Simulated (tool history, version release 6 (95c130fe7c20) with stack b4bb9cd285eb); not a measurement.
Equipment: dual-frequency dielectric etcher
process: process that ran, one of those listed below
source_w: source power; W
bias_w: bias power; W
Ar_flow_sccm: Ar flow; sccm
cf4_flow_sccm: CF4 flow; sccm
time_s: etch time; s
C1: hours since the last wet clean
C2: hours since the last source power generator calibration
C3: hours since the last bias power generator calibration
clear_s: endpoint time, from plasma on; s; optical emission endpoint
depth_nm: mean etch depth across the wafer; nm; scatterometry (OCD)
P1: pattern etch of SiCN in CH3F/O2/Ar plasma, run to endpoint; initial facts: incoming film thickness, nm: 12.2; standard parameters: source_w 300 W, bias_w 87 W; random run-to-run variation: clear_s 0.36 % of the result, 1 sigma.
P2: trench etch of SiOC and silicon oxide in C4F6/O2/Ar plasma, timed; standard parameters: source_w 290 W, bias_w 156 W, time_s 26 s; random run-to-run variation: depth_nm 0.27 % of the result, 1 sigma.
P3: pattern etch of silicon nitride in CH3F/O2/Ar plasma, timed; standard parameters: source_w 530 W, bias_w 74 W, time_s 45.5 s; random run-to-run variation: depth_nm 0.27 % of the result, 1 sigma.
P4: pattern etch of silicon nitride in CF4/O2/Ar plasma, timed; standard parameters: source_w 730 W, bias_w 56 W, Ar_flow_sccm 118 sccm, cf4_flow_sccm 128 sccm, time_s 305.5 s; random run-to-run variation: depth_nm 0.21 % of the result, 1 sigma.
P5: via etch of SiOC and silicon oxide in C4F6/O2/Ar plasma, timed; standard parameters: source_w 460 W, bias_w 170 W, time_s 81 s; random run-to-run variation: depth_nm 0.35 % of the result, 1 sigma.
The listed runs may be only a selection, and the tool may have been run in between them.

{"run": 1, "hour": 2.2, "process": "P1", "source_w": 300, "bias_w": 87, "C1": 141.6, "C2": 1641.6, "C3": 458.2, "clear_s": 33.805}
{"run": 2, "hour": 5.3, "process": "P1", "source_w": 300, "bias_w": 87, "C1": 144.7, "C2": 1644.7, "C3": 461.3, "clear_s": 33.676}
{"run": 3, "hour": 7.5, "process": "P4", "source_w": 570, "bias_w": 56, "Ar_flow_sccm": 118, "cf4_flow_sccm": 128, "time_s": 305.5, "C1": 146.9, "C2": 1646.9, "C3": 463.5, "depth_nm": 670.15}
{"run": 4, "hour": 12.1, "process": "P2", "source_w": 230, "bias_w": 156, "time_s": 26, "C1": 151.5, "C2": 1651.5, "C3": 468.1, "depth_nm": 38.834}
{"run": 5, "hour": 15.2, "process": "P5", "source_w": 460, "bias_w": 170, "time_s": 61, "C1": 154.6, "C2": 1654.6, "C3": 471.2, "depth_nm": 70.331}
{"run": 6, "hour": 19.7, "process": "P1", "source_w": 300, "bias_w": 87, "C1": 159.1, "C2": 1659.1, "C3": 475.7, "clear_s": 33.699}
{"run": 7, "hour": 22.2, "process": "P4", "source_w": 730, "bias_w": 56, "Ar_flow_sccm": 118, "cf4_flow_sccm": 128, "time_s": 456.5, "C1": 161.6, "C2": 1661.6, "C3": 478.2, "depth_nm": 1238.9}
{"run": 8, "hour": 25.0, "process": "P3", "source_w": 730, "bias_w": 74, "time_s": 45.5, "C1": 164.4, "C2": 1664.4, "C3": 481, "depth_nm": 39.726}
{"run": 9, "hour": 28.5, "process": "P2", "source_w": 290, "bias_w": 156, "time_s": 26, "C1": 167.9, "C2": 1667.9, "C3": 484.5, "depth_nm": 42.712}
{"run": 10, "hour": 32.5, "process": "P1", "source_w": 300, "bias_w": 87, "C1": 171.9, "C2": 1671.9, "C3": 488.5, "clear_s": 33.627}
{"run": 11, "hour": 37.1, "process": "P3", "source_w": 530, "bias_w": 74, "time_s": 45.5, "C1": 176.5, "C2": 1676.5, "C3": 493.1, "depth_nm": 35.169}
{"run": 12, "hour": 40.6, "process": "P4", "source_w": 730, "bias_w": 56, "Ar_flow_sccm": 118, "cf4_flow_sccm": 128, "time_s": 305.5, "C1": 180, "C2": 1680, "C3": 496.6, "depth_nm": 827.37}
{"run": 13, "hour": 44.1, "process": "P3", "source_w": 530, "bias_w": 55, "time_s": 45.5, "C1": 183.5, "C2": 1683.5, "C3": 500.1, "depth_nm": 31.952}
{"run": 14, "hour": 48.4, "process": "P5", "source_w": 460, "bias_w": 170, "time_s": 81, "C1": 187.8, "C2": 1687.8, "C3": 504.4, "depth_nm": 93.271}
{"run": 15, "hour": 51.4, "process": "P1", "source_w": 200, "bias_w": 87, "C1": 190.8, "C2": 1690.8, "C3": 507.4, "clear_s": 39.211}
{"run": 16, "hour": 53.9, "process": "P1", "source_w": 300, "bias_w": 87, "C1": 193.3, "C2": 1693.3, "C3": 509.9, "clear_s": 33.701}
{"run": 17, "hour": 56.6, "process": "P5", "source_w": 640, "bias_w": 170, "time_s": 81, "C1": 196, "C2": 1696, "C3": 512.6, "depth_nm": 106.01}
{"run": 18, "hour": 60.0, "process": "P2", "source_w": 290, "bias_w": 156, "time_s": 14.5, "C1": 199.4, "C2": 1699.4, "C3": 516, "depth_nm": 23.859}
{"run": 19, "hour": 64.2, "process": "P3", "source_w": 530, "bias_w": 74, "time_s": 32, "C1": 203.6, "C2": 1703.6, "C3": 520.2, "depth_nm": 24.682}
{"run": 20, "hour": 67.8, "process": "P2", "source_w": 290, "bias_w": 156, "time_s": 26, "C1": 207.2, "C2": 1707.2, "C3": 523.8, "depth_nm": 42.601}
{"run": 21, "hour": 69.9, "process": "P4", "source_w": 730, "bias_w": 41, "Ar_flow_sccm": 118, "cf4_flow_sccm": 128, "time_s": 305.5, "C1": 209.3, "C2": 1709.3, "C3": 525.9, "depth_nm": 742.31}
{"run": 22, "hour": 74.0, "process": "P1", "source_w": 300, "bias_w": 105, "C1": 213.4, "C2": 1713.4, "C3": 530, "clear_s": 31.377}
{"run": 23, "hour": 77.1, "process": "P1", "source_w": 300, "bias_w": 64, "C1": 216.5, "C2": 1716.5, "C3": 533.1, "clear_s": 37.496}
{"run": 24, "hour": 80.9, "process": "P4", "source_w": 730, "bias_w": 56, "Ar_flow_sccm": 118, "cf4_flow_sccm": 163, "time_s": 305.5, "C1": 220.3, "C2": 1720.3, "C3": 536.9, "depth_nm": 852.82}
{"run": 25, "hour": 84.8, "process": "P1", "source_w": 390, "bias_w": 87, "C1": 224.2, "C2": 1724.2, "C3": 540.8, "clear_s": 30.568}
{"run": 26, "hour": 88.6, "process": "P5", "source_w": 460, "bias_w": 129, "time_s": 81, "C1": 228, "C2": 1728, "C3": 544.6, "depth_nm": 86.16}
{"run": 27, "hour": 92.6, "process": "P4", "source_w": 730, "bias_w": 56, "Ar_flow_sccm": 69, "cf4_flow_sccm": 128, "time_s": 305.5, "C1": 232, "C2": 1732, "C3": 548.6, "depth_nm": 881.04}
{"run": 28, "hour": 96.5, "process": "P2", "source_w": 290, "bias_w": 115, "time_s": 26, "C1": 235.9, "C2": 1735.9, "C3": 552.5, "depth_nm": 39.006}
{"run": 29, "hour": 98.5, "process": "P1", "source_w": 360, "bias_w": 108, "C1": 237.9, "C2": 1737.9, "C3": 554.5, "clear_s": 29.114}
{"run": 30, "hour": 100.9, "process": "P1", "source_w": 300, "bias_w": 87, "C1": 240.3, "C2": 1740.3, "C3": 556.9, "clear_s": 33.489}
{"run": 31, "hour": 105.0, "process": "P1", "source_w": 300, "bias_w": 87, "C1": 244.4, "C2": 1744.4, "C3": 561, "clear_s": 34.055}
{"run": 32, "hour": 109.4, "process": "P1", "source_w": 300, "bias_w": 87, "C1": 248.8, "C2": 1748.8, "C3": 565.4, "clear_s": 34.251}
{"hour": 111.6, "done": "wet clean of the chamber"}
{"run": 33, "hour": 114.1, "process": "P1", "source_w": 300, "bias_w": 87, "C1": 2.6, "C2": 1753.5, "C3": 570.1, "clear_s": 34.056}
{"run": 34, "hour": 116.3, "process": "P1", "source_w": 300, "bias_w": 87, "C1": 4.8, "C2": 1755.7, "C3": 572.3, "clear_s": 34.308}
{"run": 35, "hour": 119.0, "process": "P1", "source_w": 300, "bias_w": 87, "C1": 7.5, "C2": 1758.4, "C3": 575, "clear_s": 34.171}
{"run": 36, "hour": 122.8, "process": "P1", "source_w": 300, "bias_w": 87, "C1": 11.3, "C2": 1762.2, "C3": 578.8, "clear_s": 34.37}

The output of P1 has drifted from where it used to be. Each of the 2 causes below, taken at the size shown beside it, accounts for the log equally well:
A: source power that arrives under what is set, % = 4.8
B: bias power that arrives under what is set, % = 4.75
At approximately hour 100.9, the process output began to creep.
Why every other cause is out:
chamber walls in a state that lowers the etch rate, %: serviced at hour 111.6, after the change had begun; the process did not return to its earlier output

Listed below are the offered check runs, one wafer per run, with question marks in place of results. For which of them would the causes give clearly different outcomes?
{"run": "check 1", "hour": 126.6, "process": "P2", "source_w": 290, "bias_w": 156, "time_s": 26, "depth_nm": "?"}
{"run": "check 2", "hour": 126.6, "process": "P3", "source_w": 530, "bias_w": 74, "time_s": 45.5, "depth_nm": "?"}
{"run": "check 3", "hour": 126.6, "process": "P4", "source_w": 730, "bias_w": 56, "Ar_flow_sccm": 118, "cf4_flow_sccm": 128, "time_s": 305.5, "depth_nm": "?"}
{"run": "check 4", "hour": 126.6, "process": "P5", "source_w": 460, "bias_w": 170, "time_s": 81, "depth_nm": "?"}

What every check run would give for each of its results, assuming each possible cause in turn:
check=check_1 result=depth_nm if_A=41.862 if_B=42.028
check=check_2 result=depth_nm if_A=34.478 if_B=34.561
check=check_3 result=depth_nm if_A=795.6 if_B=815.79
check=check_4 result=depth_nm if_A=91.632 if_B=91.993
Gap, in per cent, between the two causes that each check separates least, read from the result that separates them most: check 1 0.4 %; check 2 0.24 %; check 3 2.51 %; check 4 0.39 %
Check 3 distinguishes between the causes, while the remaining checks would return nearly the same result for all of them.

Check 3 was then run and gave: depth_nm 815.4 nm. Which cause is it?

Of the candidate causes, it is B: bias power that arrives under what is set, %.
